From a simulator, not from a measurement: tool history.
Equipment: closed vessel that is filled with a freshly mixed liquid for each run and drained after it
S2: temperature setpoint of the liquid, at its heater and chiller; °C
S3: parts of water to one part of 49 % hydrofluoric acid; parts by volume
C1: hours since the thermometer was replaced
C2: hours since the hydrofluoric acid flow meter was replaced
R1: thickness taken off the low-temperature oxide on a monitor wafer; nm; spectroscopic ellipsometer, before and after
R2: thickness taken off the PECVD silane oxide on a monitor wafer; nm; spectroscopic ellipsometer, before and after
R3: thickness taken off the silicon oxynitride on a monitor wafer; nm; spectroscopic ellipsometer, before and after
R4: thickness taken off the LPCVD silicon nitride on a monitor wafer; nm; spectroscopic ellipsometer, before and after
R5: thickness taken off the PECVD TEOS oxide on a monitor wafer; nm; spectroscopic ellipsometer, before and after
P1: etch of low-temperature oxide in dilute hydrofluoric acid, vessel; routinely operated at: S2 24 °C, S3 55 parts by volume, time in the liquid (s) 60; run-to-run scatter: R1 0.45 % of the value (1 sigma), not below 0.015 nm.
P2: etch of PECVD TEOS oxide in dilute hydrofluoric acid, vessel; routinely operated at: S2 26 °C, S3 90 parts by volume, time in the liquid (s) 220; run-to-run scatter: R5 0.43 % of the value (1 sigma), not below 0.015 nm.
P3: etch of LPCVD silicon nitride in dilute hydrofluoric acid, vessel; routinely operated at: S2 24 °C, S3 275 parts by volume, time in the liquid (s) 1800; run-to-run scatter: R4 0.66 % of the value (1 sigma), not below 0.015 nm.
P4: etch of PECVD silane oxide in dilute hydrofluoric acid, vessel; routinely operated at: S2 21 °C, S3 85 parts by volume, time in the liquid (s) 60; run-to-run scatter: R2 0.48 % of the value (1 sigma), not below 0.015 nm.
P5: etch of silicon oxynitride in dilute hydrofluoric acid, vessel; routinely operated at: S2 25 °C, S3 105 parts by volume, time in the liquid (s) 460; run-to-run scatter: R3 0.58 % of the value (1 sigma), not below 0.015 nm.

run 1 hour=12 | process_that_ran=P1 S2=24 S3=55 time_in_the_liquid_(s)=60 | C1=481.7 C2=500.1 | R1=27.291
run 2 hour=27.1 | process_that_ran=P4 S2=21 S3=85 time_in_the_liquid_(s)=60 | C1=496.8 C2=515.2 | R2=9.5668
run 3 hour=42 | process_that_ran=P5 S2=17 S3=105 time_in_the_liquid_(s)=460 | C1=511.7 C2=530.1 | R3=5.8605
run 4 hour=55.3 | process_that_ran=P1 S2=30.5 S3=55 time_in_the_liquid_(s)=60 | C1=525 C2=543.4 | R1=35.653
run 5 hour=64.5 | process_that_ran=P3 S2=24 S3=490 time_in_the_liquid_(s)=1800 | C1=534.2 C2=552.6 | R4=2.1393
run 6 hour=73.8 | process_that_ran=P1 S2=19 S3=20 time_in_the_liquid_(s)=60 | C1=543.5 C2=561.9 | R1=63.19
run 7 hour=83.6 | process_that_ran=P1 S2=24 S3=55 time_in_the_liquid_(s)=60 | C1=553.3 C2=571.7 | R1=27.373
run 8 hour=93.3 | process_that_ran=P5 S2=25 S3=105 time_in_the_liquid_(s)=460 | C1=563 C2=581.4 | R3=8.4993
run 9 hour=104.1 | process_that_ran=P5 S2=25 S3=105 time_in_the_liquid_(s)=675 | C1=573.8 C2=592.2 | R3=12.596
run 10 hour=117.7 | process_that_ran=P2 S2=26 S3=30 time_in_the_liquid_(s)=220 | C1=587.4 C2=605.8 | R5=75.12
run 11 hour=127.2 | process_that_ran=P3 S2=24 S3=275 time_in_the_liquid_(s)=2975 | C1=596.9 C2=615.3 | R4=6.1971
run 12 hour=141.2 | process_that_ran=P1 S2=24 S3=90 time_in_the_liquid_(s)=60 | C1=610.9 C2=629.3 | R1=15.718
run 13 hour=158.1 | process_that_ran=P3 S2=29 S3=275 time_in_the_liquid_(s)=1800 | C1=627.8 C2=646.2 | R4=5.1111
run 14 hour=174 | process_that_ran=P1 S2=24 S3=20 time_in_the_liquid_(s)=30 | C1=643.7 C2=662.1 | R1=39.297
run 15 hour=181.6 | process_that_ran=P1 S2=24 S3=55 time_in_the_liquid_(s)=30 | C1=651.3 C2=669.7 | R1=13.641
run 16 hour=197.2 | process_that_ran=P1 S2=24 S3=55 time_in_the_liquid_(s)=60 | C1=666.9 C2=685.3 | R1=27.266
run 17 hour=211 | process_that_ran=P5 S2=25 S3=175 time_in_the_liquid_(s)=460 | C1=680.7 C2=699.1 | R3=4.8922
run 18 hour=226.5 | process_that_ran=P3 S2=24 S3=275 time_in_the_liquid_(s)=1800 | C1=696.2 C2=714.6 | R4=3.8032
run 19 hour=234.3 | process_that_ran=P1 S2=24 S3=20 time_in_the_liquid_(s)=30 | C1=704 C2=722.4 | R1=39.418
run 20 hour=244.4 | process_that_ran=P1 S2=24 S3=55 time_in_the_liquid_(s)=60 | C1=714.1 C2=732.5 | R1=27.241
run 21 hour=253.1 | process_that_ran=P1 S2=24 S3=55 time_in_the_liquid_(s)=60 | C1=722.8 C2=741.2 | R1=27.297
run 22 hour=261.7 | process_that_ran=P4 S2=21 S3=85 time_in_the_liquid_(s)=100 | C1=731.4 C2=749.8 | R2=16.049
run 23 hour=271.4 | process_that_ran=P1 S2=24 S3=20 time_in_the_liquid_(s)=60 | C1=741.1 C2=759.5 | R1=78.741

Predict the results of run 24:
run 24 hour=285.6 | process_that_ran=P1 S2=17.5 S3=55 time_in_the_liquid_(s)=60 | C1=755.3 C2=773.7 | R1=?

{"run 24": {"R1": 20.681}}
